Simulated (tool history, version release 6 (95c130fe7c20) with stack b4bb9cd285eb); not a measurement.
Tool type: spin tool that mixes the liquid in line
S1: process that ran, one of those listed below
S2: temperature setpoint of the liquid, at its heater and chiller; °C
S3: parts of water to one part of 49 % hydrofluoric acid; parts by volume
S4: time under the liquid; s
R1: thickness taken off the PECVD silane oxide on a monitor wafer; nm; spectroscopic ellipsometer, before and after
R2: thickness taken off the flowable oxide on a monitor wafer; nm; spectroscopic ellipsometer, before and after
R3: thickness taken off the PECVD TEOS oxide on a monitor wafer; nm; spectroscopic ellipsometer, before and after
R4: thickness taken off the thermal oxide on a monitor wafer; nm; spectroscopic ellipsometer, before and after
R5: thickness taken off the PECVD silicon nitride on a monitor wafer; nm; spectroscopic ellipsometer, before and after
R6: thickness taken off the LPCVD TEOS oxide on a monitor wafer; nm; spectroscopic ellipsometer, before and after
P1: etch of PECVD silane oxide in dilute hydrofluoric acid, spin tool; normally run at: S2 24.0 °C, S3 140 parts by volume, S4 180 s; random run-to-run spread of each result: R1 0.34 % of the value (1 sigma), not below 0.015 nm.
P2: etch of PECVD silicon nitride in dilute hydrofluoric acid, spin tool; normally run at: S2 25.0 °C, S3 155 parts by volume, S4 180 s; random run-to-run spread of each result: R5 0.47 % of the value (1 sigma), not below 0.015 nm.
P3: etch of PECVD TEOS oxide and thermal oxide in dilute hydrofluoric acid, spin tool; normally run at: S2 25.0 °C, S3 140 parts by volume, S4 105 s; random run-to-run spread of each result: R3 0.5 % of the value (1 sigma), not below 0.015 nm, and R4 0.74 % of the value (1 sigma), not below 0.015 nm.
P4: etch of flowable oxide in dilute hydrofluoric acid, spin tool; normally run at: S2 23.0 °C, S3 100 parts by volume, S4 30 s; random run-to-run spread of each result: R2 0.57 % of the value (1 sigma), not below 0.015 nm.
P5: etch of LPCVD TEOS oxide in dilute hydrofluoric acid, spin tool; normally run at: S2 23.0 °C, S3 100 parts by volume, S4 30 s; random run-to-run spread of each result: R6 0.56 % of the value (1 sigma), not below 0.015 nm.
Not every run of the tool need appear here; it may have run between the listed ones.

{"run": 1, "hour": 10.4, "S1": "P1", "S2": 24.0, "S3": 140, "S4": 180, "R1": 23.006}
{"run": 2, "hour": 16.9, "S1": "P4", "S2": 23.0, "S3": 100, "S4": 30, "R2": 11.573}
{"run": 3, "hour": 28.4, "S1": "P1", "S2": 24.0, "S3": 235, "S4": 180, "R1": 12.46}
{"run": 4, "hour": 35.6, "S1": "P3", "S2": 25.0, "S3": 140, "S4": 105, "R3": 8.0409, "R4": 3.3852}
{"run": 5, "hour": 49.4, "S1": "P1", "S2": 24.0, "S3": 140, "S4": 180, "R1": 23.068}
{"run": 6, "hour": 60.2, "S1": "P1", "S2": 24.0, "S3": 50, "S4": 180, "R1": 71.64}
{"run": 7, "hour": 67.7, "S1": "P1", "S2": 18.0, "S3": 140, "S4": 180, "R1": 18.328}
{"run": 8, "hour": 75.2, "S1": "P2", "S2": 25.0, "S3": 155, "S4": 50, "R5": 1.4193}
{"run": 9, "hour": 84.1, "S1": "P2", "S2": 25.0, "S3": 155, "S4": 180, "R5": 5.1143}
{"run": 10, "hour": 90.5, "S1": "P5", "S2": 23.0, "S3": 100, "S4": 30, "R6": 7.9638}
{"run": 11, "hour": 102.9, "S1": "P3", "S2": 25.0, "S3": 140, "S4": 105, "R3": 8.0087, "R4": 3.3757}
{"run": 12, "hour": 113.0, "S1": "P1", "S2": 30.5, "S3": 140, "S4": 180, "R1": 29.579}
{"run": 13, "hour": 122.3, "S1": "P2", "S2": 30.0, "S3": 155, "S4": 180, "R5": 6.9801}
{"run": 14, "hour": 130.2, "S1": "P1", "S2": 24.0, "S3": 140, "S4": 180, "R1": 23.197}
{"run": 15, "hour": 142.1, "S1": "P1", "S2": 24.0, "S3": 140, "S4": 180, "R1": 23.001}
{"run": 16, "hour": 152.5, "S1": "P3", "S2": 25.0, "S3": 60, "S4": 105, "R3": 20.656, "R4": 8.7712}
{"run": 17, "hour": 165.7, "S1": "P5", "S2": 23.0, "S3": 100, "S4": 15, "R6": 3.9451}
{"run": 18, "hour": 175.2, "S1": "P3", "S2": 25.0, "S3": 140, "S4": 50, "R3": 3.8027, "R4": 1.6051}
{"run": 19, "hour": 182.2, "S1": "P4", "S2": 23.0, "S3": 100, "S4": 55, "R2": 21.336}
{"run": 20, "hour": 192.5, "S1": "P1", "S2": 24.0, "S3": 140, "S4": 85, "R1": 10.871}
{"run": 21, "hour": 202.4, "S1": "P1", "S2": 24.0, "S3": 85, "S4": 80, "R1": 18.058}
{"run": 22, "hour": 209.4, "S1": "P1", "S2": 24.0, "S3": 140, "S4": 285, "R1": 36.62}
{"run": 23, "hour": 215.8, "S1": "P3", "S2": 18.0, "S3": 140, "S4": 105, "R3": 6.1527, "R4": 2.6198}
{"run": 24, "hour": 228.7, "S1": "P4", "S2": 23.0, "S3": 165, "S4": 30, "R2": 6.4522}
{"run": 25, "hour": 243.1, "S1": "P5", "S2": 23.0, "S3": 160, "S4": 30, "R6": 4.6314}
{"hour": 244.8, "done": "hydrofluoric acid flow meter replaced"}
{"run": 26, "hour": 256.2, "S1": "P1", "S2": 24.0, "S3": 140, "S4": 180, "R1": 23.205}

Run 27 has not been measured yet. What should we expect?
{"run": 27, "hour": 267.2, "S1": "P4", "S2": 17.0, "S3": 100, "S4": 30, "R2": "?"}

Run 27 measured R2 8.9369 nm.
